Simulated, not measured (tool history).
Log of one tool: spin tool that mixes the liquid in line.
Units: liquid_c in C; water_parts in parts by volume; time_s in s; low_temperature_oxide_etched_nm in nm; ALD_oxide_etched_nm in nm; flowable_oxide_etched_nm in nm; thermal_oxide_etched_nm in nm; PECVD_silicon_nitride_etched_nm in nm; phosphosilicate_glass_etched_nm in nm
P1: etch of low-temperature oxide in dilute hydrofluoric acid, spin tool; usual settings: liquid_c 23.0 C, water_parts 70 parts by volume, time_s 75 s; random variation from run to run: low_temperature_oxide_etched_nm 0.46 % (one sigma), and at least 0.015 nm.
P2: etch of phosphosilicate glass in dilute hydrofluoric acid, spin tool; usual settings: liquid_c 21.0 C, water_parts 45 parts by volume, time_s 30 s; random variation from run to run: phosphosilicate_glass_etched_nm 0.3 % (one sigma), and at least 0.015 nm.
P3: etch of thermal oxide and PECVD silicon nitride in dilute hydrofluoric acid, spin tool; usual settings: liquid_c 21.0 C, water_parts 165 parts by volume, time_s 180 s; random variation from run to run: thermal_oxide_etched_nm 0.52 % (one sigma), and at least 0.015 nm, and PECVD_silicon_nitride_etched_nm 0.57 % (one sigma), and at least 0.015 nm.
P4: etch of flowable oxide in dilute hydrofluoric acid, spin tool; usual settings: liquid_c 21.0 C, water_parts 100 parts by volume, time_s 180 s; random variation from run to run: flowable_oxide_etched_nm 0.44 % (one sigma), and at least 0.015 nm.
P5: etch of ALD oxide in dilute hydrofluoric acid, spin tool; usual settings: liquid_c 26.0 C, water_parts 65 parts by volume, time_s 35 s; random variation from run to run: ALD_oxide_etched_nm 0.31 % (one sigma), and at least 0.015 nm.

run	hour	process	liquid_c	water_parts	time_s	low_temperature_oxide_etched_nm	ALD_oxide_etched_nm	flowable_oxide_etched_nm	thermal_oxide_etched_nm	PECVD_silicon_nitride_etched_nm	phosphosilicate_glass_etched_nm
1	14.6	P1	23.0	70	75	21.4590					
2	25.7	P1	23.0	70	75	21.5080					
3	42.5	P1	29.5	70	75	27.6680					
4	59.2	P1	23.0	20	75	80.0810					
5	67.6	P5	26.0	65	35		11.5760				
6	86.8	P1	23.0	110	15	2.5979					
7	98.7	P5	26.0	20	35		40.1020				
8	109.5	P1	23.0	70	35	9.9644					
9	118.2	P4	21.0	140	180			32.904			
10	132.1	P1	17.0	70	75	16.5470					
11	146.4	P1	23.0	70	75	21.3610					
12	165.4	P3	21.0	165	45				1.1365	0.99231	
13	180.1	P2	21.0	45	30						126.810
14	191.5	P2	21.0	65	30						85.747
15	205.6	P1	23.0	70	75	21.4090					
16	220.4	P3	21.0	165	180				4.5760	4.03950	
17	233.1	P2	27.0	45	30						163.080
18	243.1	P1	23.0	70	75	21.5270					
19	260.1	P1	23.0	40	125	64.9060					
20	271.9	P5	26.0	65	15		4.9933				
21	282.9	P1	23.0	70	75	21.4930					
22	298.3	P4	17.0	100	180			41.040			

The next listed run, before its measurement:
23	308.9	P3	21.0	230	180				?	?	

{"run 23": {"thermal_oxide_etched_nm": 3.0383, "PECVD_silicon_nitride_etched_nm": 2.9727}}
